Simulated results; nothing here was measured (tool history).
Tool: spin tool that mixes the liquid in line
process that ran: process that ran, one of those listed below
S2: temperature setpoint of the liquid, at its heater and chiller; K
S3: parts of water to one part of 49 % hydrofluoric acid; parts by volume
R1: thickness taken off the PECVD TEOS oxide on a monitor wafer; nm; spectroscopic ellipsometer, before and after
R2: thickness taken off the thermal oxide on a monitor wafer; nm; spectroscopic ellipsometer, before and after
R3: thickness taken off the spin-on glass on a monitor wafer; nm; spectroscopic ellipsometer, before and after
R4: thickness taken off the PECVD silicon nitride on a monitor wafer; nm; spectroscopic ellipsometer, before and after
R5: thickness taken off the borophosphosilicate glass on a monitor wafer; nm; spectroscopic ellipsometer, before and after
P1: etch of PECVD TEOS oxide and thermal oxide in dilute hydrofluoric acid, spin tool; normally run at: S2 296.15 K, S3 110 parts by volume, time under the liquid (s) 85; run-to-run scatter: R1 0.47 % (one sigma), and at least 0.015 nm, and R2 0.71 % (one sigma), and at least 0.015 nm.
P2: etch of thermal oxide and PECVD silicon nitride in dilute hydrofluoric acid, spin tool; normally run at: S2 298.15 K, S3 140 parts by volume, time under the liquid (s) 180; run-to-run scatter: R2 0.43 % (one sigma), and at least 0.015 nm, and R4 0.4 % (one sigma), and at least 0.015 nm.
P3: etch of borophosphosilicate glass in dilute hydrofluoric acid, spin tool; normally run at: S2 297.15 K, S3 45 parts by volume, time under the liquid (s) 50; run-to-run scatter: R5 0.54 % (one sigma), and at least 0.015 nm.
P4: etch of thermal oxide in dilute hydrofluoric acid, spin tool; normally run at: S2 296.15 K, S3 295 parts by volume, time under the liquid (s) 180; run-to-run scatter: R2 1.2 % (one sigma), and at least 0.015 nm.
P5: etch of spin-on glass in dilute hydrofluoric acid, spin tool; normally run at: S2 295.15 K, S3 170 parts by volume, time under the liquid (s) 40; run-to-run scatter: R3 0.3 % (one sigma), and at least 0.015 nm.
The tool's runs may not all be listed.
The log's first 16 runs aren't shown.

Run 17, hour 132.3: process that ran P1, S2 296.15 K, S3 50 parts by volume, time under the liquid (s) 125. Result: R1 44.56 nm, R2 11.502 nm.
Run 18, hour 143.1: process that ran P2, S2 298.15 K, S3 235 parts by volume, time under the liquid (s) 180. Result: R2 3.221 nm, R4 3.9314 nm.
Run 19, hour 152.1: process that ran P1, S2 302.15 K, S3 110 parts by volume, time under the liquid (s) 85. Result: R1 16.227 nm, R2 4.1439 nm.
Run 20, hour 157.6: process that ran P1, S2 296.15 K, S3 110 parts by volume, time under the liquid (s) 15. Result: R1 2.2636 nm, R2 0.57461 nm.
Run 21, hour 162.4: process that ran P4, S2 296.15 K, S3 295 parts by volume, time under the liquid (s) 25. Result: R2 0.3296 nm.
Run 22, hour 171.7: process that ran P1, S2 296.15 K, S3 110 parts by volume, time under the liquid (s) 85. Result: R1 12.823 nm, R2 3.3114 nm.
Run 23, hour 180.6: process that ran P5, S2 300.15 K, S3 170 parts by volume, time under the liquid (s) 40. Result: R3 8.9314 nm.
Run 24, hour 189.8: process that ran P3, S2 297.15 K, S3 45 parts by volume, time under the liquid (s) 85. Result: R5 58.59 nm.
Run 25, hour 197.1: process that ran P1, S2 296.15 K, S3 110 parts by volume, time under the liquid (s) 85. Result: R1 12.779 nm, R2 3.3265 nm.
Run 26, hour 204.6: process that ran P5, S2 295.15 K, S3 170 parts by volume, time under the liquid (s) 40. Result: R3 7.4389 nm.
Run 27, hour 212.7: process that ran P5, S2 295.15 K, S3 170 parts by volume, time under the liquid (s) 15. Result: R3 2.7829 nm.
Run 28, hour 219.4: process that ran P1, S2 296.15 K, S3 110 parts by volume, time under the liquid (s) 85. Result: R1 12.813 nm, R2 3.2745 nm.
Run 29, hour 227.5: process that ran P4, S2 296.15 K, S3 295 parts by volume, time under the liquid (s) 180. Result: R2 2.1293 nm.
Run 30, hour 232.7: process that ran P1, S2 296.15 K, S3 110 parts by volume, time under the liquid (s) 85. Result: R1 12.823 nm, R2 3.257 nm.
Run 31, hour 239: process that ran P2, S2 298.15 K, S3 140 parts by volume, time under the liquid (s) 180. Result: R2 6.0258 nm, R4 6.6093 nm.
Run 32, hour 245.4: process that ran P1, S2 296.15 K, S3 110 parts by volume, time under the liquid (s) 85. Result: R1 12.821 nm, R2 3.2905 nm.
Run 33, hour 250.7: process that ran P1, S2 296.15 K, S3 110 parts by volume, time under the liquid (s) 85. Result: R1 12.519 nm, R2 3.2495 nm.

The next listed run, before its measurement:
Run 34, hour 257.1: process that ran P1, S2 296.15 K, S3 110 parts by volume, time under the liquid (s) 85. Result: R1 ?, R2 ?.

R1: 12.531 nm
R2: 3.1252 nm

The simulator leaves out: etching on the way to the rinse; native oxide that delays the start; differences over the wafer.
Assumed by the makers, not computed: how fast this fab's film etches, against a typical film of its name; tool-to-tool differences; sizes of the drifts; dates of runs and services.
